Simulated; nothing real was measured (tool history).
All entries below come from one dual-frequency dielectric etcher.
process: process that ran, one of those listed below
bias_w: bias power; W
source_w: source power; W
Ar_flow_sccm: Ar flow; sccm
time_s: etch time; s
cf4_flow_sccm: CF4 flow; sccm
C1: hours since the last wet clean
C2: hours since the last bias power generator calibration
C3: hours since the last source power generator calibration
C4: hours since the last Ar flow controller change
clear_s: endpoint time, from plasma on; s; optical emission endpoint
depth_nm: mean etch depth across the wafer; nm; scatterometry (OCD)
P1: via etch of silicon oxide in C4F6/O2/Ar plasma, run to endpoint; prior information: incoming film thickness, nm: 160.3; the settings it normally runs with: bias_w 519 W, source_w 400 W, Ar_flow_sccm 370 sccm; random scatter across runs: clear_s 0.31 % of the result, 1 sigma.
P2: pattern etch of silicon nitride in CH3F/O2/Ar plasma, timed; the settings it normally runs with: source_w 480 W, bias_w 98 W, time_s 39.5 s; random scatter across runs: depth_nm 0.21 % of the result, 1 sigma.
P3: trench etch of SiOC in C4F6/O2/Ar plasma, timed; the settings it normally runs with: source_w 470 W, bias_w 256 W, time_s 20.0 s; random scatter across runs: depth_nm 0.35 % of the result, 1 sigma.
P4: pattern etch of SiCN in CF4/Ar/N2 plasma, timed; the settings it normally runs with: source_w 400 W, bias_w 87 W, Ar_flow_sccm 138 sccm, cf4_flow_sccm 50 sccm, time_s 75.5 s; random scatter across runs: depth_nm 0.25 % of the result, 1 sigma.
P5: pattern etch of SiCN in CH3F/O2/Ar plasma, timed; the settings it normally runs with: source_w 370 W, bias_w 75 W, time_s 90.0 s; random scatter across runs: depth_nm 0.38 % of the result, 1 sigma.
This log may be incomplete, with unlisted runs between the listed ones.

run 1 hour=12.9 | process=P1 bias_w=519 source_w=400 Ar_flow_sccm=370 | C1=184.4 C2=2668.4 C3=1202.5 C4=1561.6 | clear_s=35.716
run 2 hour=19.1 | process=P3 bias_w=256 source_w=470 time_s=20.0 | C1=190.6 C2=2674.6 C3=1208.7 C4=1567.8 | depth_nm=48.667
run 3 hour=25.3 | process=P1 bias_w=519 source_w=490 Ar_flow_sccm=370 | C1=196.8 C2=2680.8 C3=1214.9 C4=1574.0 | clear_s=33.389
run 4 hour=34.5 | process=P1 bias_w=519 source_w=400 Ar_flow_sccm=370 | C1=206.0 C2=2690.0 C3=1224.1 C4=1583.2 | clear_s=35.846
run 5 hour=46.0 | process=P1 bias_w=519 source_w=260 Ar_flow_sccm=298 | C1=217.5 C2=2701.5 C3=1235.6 C4=1594.7 | clear_s=41.109
run 6 hour=54.3 | process=P3 bias_w=332 source_w=470 time_s=20.0 | C1=225.8 C2=2709.8 C3=1243.9 C4=1603.0 | depth_nm=53.477
-- hour=60.8 bias power generator calibrated
run 7 hour=64.7 | process=P4 bias_w=87 source_w=560 Ar_flow_sccm=138 time_s=75.5 cf4_flow_sccm=50 | C1=236.2 C2=4.0 C3=1254.3 C4=1613.4 | depth_nm=79.301
run 8 hour=70.3 | process=P5 bias_w=75 source_w=500 time_s=90.0 | C1=241.8 C2=9.6 C3=1259.9 C4=1619.0 | depth_nm=36.934
run 9 hour=83.0 | process=P4 bias_w=87 source_w=400 Ar_flow_sccm=82 time_s=75.5 cf4_flow_sccm=50 | C1=254.5 C2=22.3 C3=1272.6 C4=1631.7 | depth_nm=63.901
run 10 hour=89.2 | process=P3 bias_w=256 source_w=270 time_s=20.0 | C1=260.7 C2=28.5 C3=1278.8 C4=1637.9 | depth_nm=39.586
run 11 hour=101.3 | process=P1 bias_w=722 source_w=400 Ar_flow_sccm=370 | C1=272.8 C2=40.6 C3=1290.9 C4=1650.0 | clear_s=31.431
run 12 hour=112.5 | process=P4 bias_w=87 source_w=400 Ar_flow_sccm=138 time_s=75.5 cf4_flow_sccm=50 | C1=284.0 C2=51.8 C3=1302.1 C4=1661.2 | depth_nm=59.057
run 13 hour=122.1 | process=P5 bias_w=75 source_w=370 time_s=127.5 | C1=293.6 C2=61.4 C3=1311.7 C4=1670.8 | depth_nm=46.535
run 14 hour=128.0 | process=P1 bias_w=519 source_w=400 Ar_flow_sccm=495 | C1=299.5 C2=67.3 C3=1317.6 C4=1676.7 | clear_s=36.825
run 15 hour=136.4 | process=P1 bias_w=519 source_w=400 Ar_flow_sccm=274 | C1=307.9 C2=75.7 C3=1326.0 C4=1685.1 | clear_s=34.513
run 16 hour=146.1 | process=P4 bias_w=87 source_w=400 Ar_flow_sccm=138 time_s=75.5 cf4_flow_sccm=70 | C1=317.6 C2=85.4 C3=1335.7 C4=1694.8 | depth_nm=62.428
run 17 hour=153.4 | process=P1 bias_w=519 source_w=400 Ar_flow_sccm=370 | C1=324.9 C2=92.7 C3=1343.0 C4=1702.1 | clear_s=35.723
run 18 hour=166.0 | process=P5 bias_w=75 source_w=370 time_s=90.0 | C1=337.5 C2=105.3 C3=1355.6 C4=1714.7 | depth_nm=32.975
run 19 hour=177.0 | process=P2 bias_w=98 source_w=310 time_s=39.5 | C1=348.5 C2=116.3 C3=1366.6 C4=1725.7 | depth_nm=28.045
run 20 hour=184.8 | process=P4 bias_w=60 source_w=400 Ar_flow_sccm=138 time_s=75.5 cf4_flow_sccm=50 | C1=356.3 C2=124.1 C3=1374.4 C4=1733.5 | depth_nm=51.246
run 21 hour=191.7 | process=P2 bias_w=98 source_w=480 time_s=39.5 | C1=363.2 C2=131.0 C3=1381.3 C4=1740.4 | depth_nm=33.086
run 22 hour=197.3 | process=P4 bias_w=87 source_w=400 Ar_flow_sccm=138 time_s=109.5 cf4_flow_sccm=50 | C1=368.8 C2=136.6 C3=1386.9 C4=1746.0 | depth_nm=85.958
run 23 hour=209.5 | process=P2 bias_w=58 source_w=480 time_s=39.5 | C1=381.0 C2=148.8 C3=1399.1 C4=1758.2 | depth_nm=27.658
run 24 hour=220.9 | process=P1 bias_w=519 source_w=400 Ar_flow_sccm=370 | C1=392.4 C2=160.2 C3=1410.5 C4=1769.6 | clear_s=35.833
run 25 hour=232.9 | process=P1 bias_w=519 source_w=400 Ar_flow_sccm=370 | C1=404.4 C2=172.2 C3=1422.5 C4=1781.6 | clear_s=35.727
run 26 hour=239.5 | process=P1 bias_w=369 source_w=400 Ar_flow_sccm=370 | C1=411.0 C2=178.8 C3=1429.1 C4=1788.2 | clear_s=40.653
run 27 hour=248.3 | process=P5 bias_w=61 source_w=370 time_s=90.0 | C1=419.8 C2=187.6 C3=1437.9 C4=1797.0 | depth_nm=30.341
run 28 hour=257.9 | process=P3 bias_w=256 source_w=470 time_s=12.0 | C1=429.4 C2=197.2 C3=1447.5 C4=1806.6 | depth_nm=29.202
run 29 hour=270.4 | process=P2 bias_w=98 source_w=480 time_s=50.0 | C1=441.9 C2=209.7 C3=1460.0 C4=1819.1 | depth_nm=41.873
run 30 hour=282.7 | process=P3 bias_w=256 source_w=470 time_s=20.0 | C1=454.2 C2=222.0 C3=1472.3 C4=1831.4 | depth_nm=48.744
run 31 hour=288.6 | process=P1 bias_w=519 source_w=250 Ar_flow_sccm=370 | C1=460.1 C2=227.9 C3=1478.2 C4=1837.3 | clear_s=42.475
run 32 hour=300.6 | process=P1 bias_w=519 source_w=400 Ar_flow_sccm=370 | C1=472.1 C2=239.9 C3=1490.2 C4=1849.3 | clear_s=35.583
run 33 hour=307.5 | process=P1 bias_w=519 source_w=400 Ar_flow_sccm=370 | C1=479.0 C2=246.8 C3=1497.1 C4=1856.2 | clear_s=35.463
run 34 hour=317.9 | process=P1 bias_w=519 source_w=400 Ar_flow_sccm=370 | C1=489.4 C2=257.2 C3=1507.5 C4=1866.6 | clear_s=35.373
run 35 hour=324.8 | process=P1 bias_w=519 source_w=400 Ar_flow_sccm=370 | C1=496.3 C2=264.1 C3=1514.4 C4=1873.5 | clear_s=35.242
-- hour=332.6 Ar flow controller replaced
run 36 hour=332.9 | process=P1 bias_w=519 source_w=400 Ar_flow_sccm=370 | C1=504.4 C2=272.2 C3=1522.5 C4=0.4 | clear_s=35.270
-- hour=336.9 wet clean of the chamber
run 37 hour=338.8 | process=P1 bias_w=519 source_w=400 Ar_flow_sccm=370 | C1=2.0 C2=278.1 C3=1528.4 C4=6.3 | clear_s=35.155
run 38 hour=344.9 | process=P1 bias_w=519 source_w=400 Ar_flow_sccm=370 | C1=8.1 C2=284.2 C3=1534.5 C4=12.4 | clear_s=35.145
run 39 hour=352.1 | process=P1 bias_w=519 source_w=400 Ar_flow_sccm=370 | C1=15.3 C2=291.4 C3=1541.7 C4=19.6 | clear_s=35.060
run 40 hour=358.0 | process=P1 bias_w=519 source_w=400 Ar_flow_sccm=370 | C1=21.2 C2=297.3 C3=1547.6 C4=25.5 | clear_s=35.301

What P1 gives has crept away from where it was. These 2 causes fit the log equally well, each at the size given:
A: bias power that arrives over what is set, % = 4.2
B: source power that arrives over what is set, % = 4.3
Creep in the process output first set in at about hour 300.6.
Other possible causes, and why each is ruled out:
chamber walls in a state that raises the etch rate, %: was serviced at hour 336.9, once the creep was under way, yet the earlier output never came back
Ar flow that arrives under what is set, %: was serviced at hour 332.6, once the creep was under way, yet the earlier output never came back

Which of the 4 check runs listed below separates the causes, so that each cause would produce a clearly different result? Each run uses one wafer, and its results are marked with question marks.
run check 1 hour=363.9 | process=P5 bias_w=64 source_w=480 time_s=90.0 | depth_nm=?
run check 2 hour=363.9 | process=P4 bias_w=87 source_w=400 Ar_flow_sccm=109 time_s=101.5 cf4_flow_sccm=50 | depth_nm=?
run check 3 hour=363.9 | process=P3 bias_w=321 source_w=470 time_s=14.5 | depth_nm=?
run check 4 hour=363.9 | process=P2 bias_w=98 source_w=330 time_s=39.5 | depth_nm=?

Predicted outcomes, by check and by cause:
check=check_1 result=depth_nm if_A=34.823 if_B=34.893
check=check_2 result=depth_nm if_A=83.860 if_B=85.600
check=check_3 result=depth_nm if_A=38.715 if_B=38.771
check=check_4 result=depth_nm if_A=29.141 if_B=29.151
How far apart the two closest causes lie, in the result that separates them most: check 1 0.2 %; check 2 2.05 %; check 3 0.15 %; check 4 0.04 %
Only check 2 tells the causes apart: in the others they would give nearly the same result.

Here is what check 2 returned: depth_nm 83.693 nm. Which cause is it?

It was cause A: bias power that arrives over what is set, %.

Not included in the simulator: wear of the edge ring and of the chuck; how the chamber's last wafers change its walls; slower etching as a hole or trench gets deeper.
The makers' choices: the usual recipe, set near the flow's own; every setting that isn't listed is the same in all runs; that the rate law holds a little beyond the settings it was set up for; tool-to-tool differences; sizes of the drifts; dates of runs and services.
